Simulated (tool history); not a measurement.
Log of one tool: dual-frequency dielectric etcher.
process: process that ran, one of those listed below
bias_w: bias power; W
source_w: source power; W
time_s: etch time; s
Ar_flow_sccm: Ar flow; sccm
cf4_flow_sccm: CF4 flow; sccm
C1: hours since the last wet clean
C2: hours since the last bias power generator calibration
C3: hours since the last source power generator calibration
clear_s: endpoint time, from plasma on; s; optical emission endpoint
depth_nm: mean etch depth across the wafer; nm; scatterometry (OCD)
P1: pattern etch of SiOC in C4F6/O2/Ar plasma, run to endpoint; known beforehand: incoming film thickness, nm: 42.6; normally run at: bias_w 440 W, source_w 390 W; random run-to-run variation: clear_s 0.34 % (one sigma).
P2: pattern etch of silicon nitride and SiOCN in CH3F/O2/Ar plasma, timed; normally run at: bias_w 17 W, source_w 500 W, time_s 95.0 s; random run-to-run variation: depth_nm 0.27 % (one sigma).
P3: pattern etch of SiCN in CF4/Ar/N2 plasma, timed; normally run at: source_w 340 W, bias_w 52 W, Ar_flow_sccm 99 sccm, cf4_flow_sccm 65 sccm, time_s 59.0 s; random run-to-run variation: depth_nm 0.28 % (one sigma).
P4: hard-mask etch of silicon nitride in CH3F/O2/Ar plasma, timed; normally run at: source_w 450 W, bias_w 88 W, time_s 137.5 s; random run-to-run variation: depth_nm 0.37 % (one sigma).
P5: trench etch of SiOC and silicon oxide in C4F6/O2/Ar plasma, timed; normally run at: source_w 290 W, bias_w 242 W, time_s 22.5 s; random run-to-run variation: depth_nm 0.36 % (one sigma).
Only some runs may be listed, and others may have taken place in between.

Run 1, day 0.262: process P1, bias_w 440 W, source_w 390 W; C1 163.2; C2 3687.6; C3 1066.5. Result: clear_s 15.311 s.
Run 2, day 0.571: process P5, bias_w 183 W, source_w 290 W, time_s 22.5 s; C1 170.6; C2 3695.0; C3 1073.9. Result: depth_nm 38.863 nm.
Run 3, day 0.992: process P2, bias_w 17 W, source_w 340 W, time_s 95.0 s; C1 180.7; C2 3705.1; C3 1084.0. Result: depth_nm 10.572 nm.
Run 4, day 1.321: process P1, bias_w 440 W, source_w 390 W; C1 188.6; C2 3713.0; C3 1091.9. Result: clear_s 15.197 s.
Run 5, day 1.662: process P1, bias_w 328 W, source_w 540 W; C1 196.8; C2 3721.2; C3 1100.1. Result: clear_s 15.109 s.
Run 6, day 2.154: process P3, bias_w 52 W, source_w 340 W, time_s 59.0 s, Ar_flow_sccm 99 sccm, cf4_flow_sccm 84 sccm; C1 208.6; C2 3733.0; C3 1111.9. Result: depth_nm 36.258 nm.
Run 7, day 2.596: process P4, bias_w 113 W, source_w 450 W, time_s 137.5 s; C1 219.2; C2 3743.6; C3 1122.5. Result: depth_nm 116.550 nm.
Run 8, day 2.908: process P1, bias_w 310 W, source_w 270 W; C1 226.7; C2 3751.1; C3 1130.0. Result: clear_s 19.822 s.
Run 9, day 3.175: process P1, bias_w 543 W, source_w 520 W; C1 233.1; C2 3757.5; C3 1136.4. Result: clear_s 12.664 s.
Run 10, day 3.479: process P1, bias_w 440 W, source_w 390 W; C1 240.4; C2 3764.8; C3 1143.7. Result: clear_s 15.251 s.
Run 11, day 3.858: process P5, bias_w 242 W, source_w 290 W, time_s 34.0 s; C1 249.5; C2 3773.9; C3 1152.8. Result: depth_nm 64.713 nm.
Run 12, day 4.271: process P3, bias_w 52 W, source_w 240 W, time_s 59.0 s, Ar_flow_sccm 99 sccm, cf4_flow_sccm 65 sccm; C1 259.4; C2 3783.8; C3 1162.7. Result: depth_nm 25.636 nm.
Run 13, day 4.662: process P1, bias_w 440 W, source_w 480 W; C1 268.8; C2 3793.2; C3 1172.1. Result: clear_s 14.121 s.
Run 14, day 5.112: process P3, bias_w 52 W, source_w 340 W, time_s 59.0 s, Ar_flow_sccm 79 sccm, cf4_flow_sccm 65 sccm; C1 279.6; C2 3804.0; C3 1182.9. Result: depth_nm 36.088 nm.
Run 15, day 5.500: process P2, bias_w 17 W, source_w 500 W, time_s 95.0 s; C1 288.9; C2 3813.3; C3 1192.2. Result: depth_nm 12.083 nm.
Run 16, day 5.817: process P1, bias_w 440 W, source_w 390 W; C1 296.5; C2 3820.9; C3 1199.8. Result: clear_s 15.192 s.
Run 17, day 6.075: process P4, bias_w 88 W, source_w 450 W, time_s 137.5 s; C1 302.7; C2 3827.1; C3 1206.0. Result: depth_nm 105.890 nm.
Run 18, day 6.433: process P4, bias_w 88 W, source_w 570 W, time_s 137.5 s; C1 311.3; C2 3835.7; C3 1214.6. Result: depth_nm 116.700 nm.
Run 19, day 6.704: process P5, bias_w 242 W, source_w 290 W, time_s 22.5 s; C1 317.8; C2 3842.2; C3 1221.1. Result: depth_nm 42.745 nm.
Run 20, day 7.142: process P1, bias_w 440 W, source_w 390 W; C1 328.3; C2 3852.7; C3 1231.6. Result: clear_s 15.203 s.
Run 21, day 7.583: process P2, bias_w 12 W, source_w 500 W, time_s 95.0 s; C1 338.9; C2 3863.3; C3 1242.2. Result: depth_nm 10.589 nm.
Run 22, day 7.867: process P4, bias_w 88 W, source_w 450 W, time_s 85.5 s; C1 345.7; C2 3870.1; C3 1249.0. Result: depth_nm 66.515 nm.
Run 23, day 8.321: process P1, bias_w 265 W, source_w 390 W; C1 356.6; C2 3881.0; C3 1259.9. Result: clear_s 18.272 s.
Run 24, day 8.571: process P3, bias_w 71 W, source_w 340 W, time_s 59.0 s, Ar_flow_sccm 99 sccm, cf4_flow_sccm 65 sccm; C1 362.6; C2 3887.0; C3 1265.9. Result: depth_nm 38.808 nm.
Run 25, day 8.938: process P1, bias_w 440 W, source_w 260 W; C1 371.4; C2 3895.8; C3 1274.7. Result: clear_s 17.681 s.
Run 26, day 9.192: process P3, bias_w 52 W, source_w 340 W, time_s 40.5 s, Ar_flow_sccm 99 sccm, cf4_flow_sccm 65 sccm; C1 377.5; C2 3901.9; C3 1280.8. Result: depth_nm 23.937 nm.
Run 27, day 9.675: process P1, bias_w 621 W, source_w 390 W; C1 389.1; C2 3913.5; C3 1292.4. Result: clear_s 13.341 s.
Run 28, day 9.950: process P3, bias_w 52 W, source_w 340 W, time_s 59.0 s, Ar_flow_sccm 99 sccm, cf4_flow_sccm 65 sccm; C1 395.7; C2 3920.1; C3 1299.0. Result: depth_nm 34.706 nm.
Run 29, day 10.196: process P4, bias_w 88 W, source_w 450 W, time_s 137.5 s; C1 401.6; C2 3926.0; C3 1304.9. Result: depth_nm 106.460 nm.
Run 30, day 10.625: process P2, bias_w 17 W, source_w 500 W, time_s 129.5 s; C1 411.9; C2 3936.3; C3 1315.2. Result: depth_nm 16.540 nm.
Run 31, day 10.896: process P5, bias_w 242 W, source_w 340 W, time_s 22.5 s; C1 418.4; C2 3942.8; C3 1321.7. Result: depth_nm 45.649 nm.
Run 32, day 11.317: process P1, bias_w 440 W, source_w 390 W; C1 428.5; C2 3952.9; C3 1331.8. Result: clear_s 15.199 s.
Run 33, day 11.662: process P1, bias_w 440 W, source_w 390 W; C1 436.8; C2 3961.2; C3 1340.1. Result: clear_s 15.160 s.
Run 34, day 12.075: process P1, bias_w 440 W, source_w 390 W; C1 446.7; C2 3971.1; C3 1350.0. Result: clear_s 15.110 s.
Run 35, day 12.429: process P1, bias_w 440 W, source_w 390 W; C1 455.2; C2 3979.6; C3 1358.5. Result: clear_s 15.059 s.
Run 36, day 12.750: process P1, bias_w 440 W, source_w 390 W; C1 462.9; C2 3987.3; C3 1366.2. Result: clear_s 15.006 s.
Run 37, day 12.971: process P1, bias_w 440 W, source_w 390 W; C1 468.2; C2 3992.6; C3 1371.5. Result: clear_s 14.975 s.
At day 13.038: wet clean of the chamber.
Run 38, day 13.267: process P1, bias_w 440 W, source_w 390 W; C1 5.6; C2 3999.7; C3 1378.6. Result: clear_s 14.950 s.
Run 39, day 13.658: process P1, bias_w 440 W, source_w 390 W; C1 15.0; C2 4009.1; C3 1388.0. Result: clear_s 15.030 s.
Run 40, day 14.008: process P1, bias_w 440 W, source_w 390 W; C1 23.4; C2 4017.5; C3 1396.4. Result: clear_s 14.971 s.
Run 41, day 14.400: process P1, bias_w 440 W, source_w 390 W; C1 32.8; C2 4026.9; C3 1405.8. Result: clear_s 15.038 s.
Run 42, day 14.617: process P1, bias_w 440 W, source_w 390 W; C1 38.0; C2 4032.1; C3 1411.0. Result: clear_s 14.942 s.

Compared with where it was, what P1 gives has crept away. Each cause listed below fits the log as well as the rest, at the size given for it:
A: source power that arrives over what is set, % = 4.72
B: bias power that arrives over what is set, % = 4.76
The onset of the drift is placed at about day 11.317.
Why every other cause is out:
chamber walls in a state that raises the etch rate, %: serviced at day 13.038, after the change had begun; the process did not return to its earlier output

Consider the 4 single-wafer check runs listed below, results given as question marks: which one distinguishes between the causes by giving clearly different results for each?
Run check 1, day 14.833: process P5, bias_w 242 W, source_w 290 W, time_s 22.5 s. Result: depth_nm ?.
Run check 2, day 14.833: process P4, bias_w 88 W, source_w 450 W, time_s 137.5 s. Result: depth_nm ?.
Run check 3, day 14.833: process P3, bias_w 52 W, source_w 340 W, time_s 59.0 s, Ar_flow_sccm 99 sccm, cf4_flow_sccm 65 sccm. Result: depth_nm ?.
Run check 4, day 14.833: process P2, bias_w 17 W, source_w 500 W, time_s 95.0 s. Result: depth_nm ?.

How each check would come out, cause by cause:
  check    result     if A     if B
check 1  depth_nm   43.549   43.483
check 2  depth_nm  108.050  107.970
check 3  depth_nm   36.236   35.336
check 4  depth_nm   12.320   12.353
Separation of the two closest causes in each check, using whichever result separates them best: check 1 0.15 %; check 2 0.07 %; check 3 2.51 %; check 4 0.27 %
The other checks would show nearly matching results whichever cause is true, so check 3 is the only one that separates the causes.

Check 3 has now been run. It gave: depth_nm 35.374 nm. Which of the candidate causes is it?

It was cause B: bias power that arrives over what is set, %.
